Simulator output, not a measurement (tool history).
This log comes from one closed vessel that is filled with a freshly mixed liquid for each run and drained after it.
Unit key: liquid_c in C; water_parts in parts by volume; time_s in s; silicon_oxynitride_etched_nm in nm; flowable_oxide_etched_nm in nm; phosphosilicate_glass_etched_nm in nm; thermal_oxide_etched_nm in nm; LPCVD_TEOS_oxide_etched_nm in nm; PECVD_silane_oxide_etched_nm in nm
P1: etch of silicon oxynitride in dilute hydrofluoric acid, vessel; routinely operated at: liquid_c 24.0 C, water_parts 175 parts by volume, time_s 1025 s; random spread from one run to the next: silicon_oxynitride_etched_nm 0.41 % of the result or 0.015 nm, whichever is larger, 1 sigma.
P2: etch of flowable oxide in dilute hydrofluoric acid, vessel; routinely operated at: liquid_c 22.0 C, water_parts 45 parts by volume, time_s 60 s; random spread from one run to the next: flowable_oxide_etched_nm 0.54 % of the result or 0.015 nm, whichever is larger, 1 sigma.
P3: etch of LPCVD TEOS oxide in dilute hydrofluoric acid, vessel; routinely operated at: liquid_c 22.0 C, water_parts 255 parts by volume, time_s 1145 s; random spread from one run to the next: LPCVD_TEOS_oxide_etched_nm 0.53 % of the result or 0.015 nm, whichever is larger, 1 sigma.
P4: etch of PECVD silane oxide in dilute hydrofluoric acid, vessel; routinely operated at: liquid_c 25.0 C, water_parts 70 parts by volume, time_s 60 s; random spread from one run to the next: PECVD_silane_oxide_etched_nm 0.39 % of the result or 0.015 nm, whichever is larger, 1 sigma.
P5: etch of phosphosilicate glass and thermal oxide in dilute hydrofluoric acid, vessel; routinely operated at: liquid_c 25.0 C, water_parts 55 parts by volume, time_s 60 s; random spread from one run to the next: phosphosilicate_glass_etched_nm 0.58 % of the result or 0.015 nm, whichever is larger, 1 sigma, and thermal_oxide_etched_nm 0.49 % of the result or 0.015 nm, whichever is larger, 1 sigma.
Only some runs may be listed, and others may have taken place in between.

run	hour	process	liquid_c	water_parts	time_s	hours since the thermometer was replaced	hours since the hydrofluoric acid flow meter was replaced	silicon_oxynitride_etched_nm	flowable_oxide_etched_nm	phosphosilicate_glass_etched_nm	thermal_oxide_etched_nm	LPCVD_TEOS_oxide_etched_nm	PECVD_silane_oxide_etched_nm
1	3.7	P1	24.0	175	1025	656.9	541.0	12.4730					
2	7.6	P2	22.0	45	60	660.8	544.9		39.173				
3	14.8	P5	31.0	55	60	668.0	552.1			154.26	7.3027		
4	19.7	P1	24.0	175	1025	672.9	557.0	12.5660					
5	26.6	P1	17.0	175	575	679.8	563.9	4.9984					
6	30.6	P1	24.0	175	1025	683.8	567.9	12.6160					
7	36.7	P1	24.0	175	1025	689.9	574.0	12.5250					
8	40.7	P2	22.0	45	105	693.9	578.0		68.523				
# hour 42.7: hydrofluoric acid flow meter replaced
9	44.8	P5	25.0	55	60	698.0	2.2			122.22	5.7753		
10	48.3	P3	22.0	255	30	701.5	5.7					1.5292	
11	52.0	P3	22.0	370	1145	705.2	9.4					35.8110	
12	57.1	P3	17.0	255	1145	710.3	14.5					48.0680	
13	63.8	P1	24.0	175	1025	717.0	21.2	12.5430					
14	67.4	P1	24.0	175	1025	720.6	24.8	12.5500					
15	72.8	P1	24.0	85	1025	726.0	30.2	27.6620					
16	79.8	P2	22.0	60	60	733.0	37.2		28.849				
17	83.5	P2	17.0	45	60	736.7	40.9		31.174				
18	87.0	P1	30.0	175	1025	740.2	44.4	16.3420					
19	94.3	P5	25.0	55	60	747.5	51.7			120.96	5.7099		
20	101.3	P4	25.0	40	60	754.5	58.7						53.659
21	107.8	P5	25.0	55	110	761.0	65.2			222.72	10.5870		
22	112.0	P1	24.0	175	1865	765.2	69.4	22.8240					
23	116.0	P4	17.5	70	60	769.2	73.4						21.422
24	120.1	P5	25.0	20	60	773.3	77.5			353.21	16.6630		
25	125.2	P1	18.0	175	1025	778.4	82.6	9.4755					

Estimate the outcome of run 26 from the log above:
26	128.9	P3	22.0	255	1145	782.1	86.3					?	

LPCVD_TEOS_oxide_etched_nm: 56.9290 nm
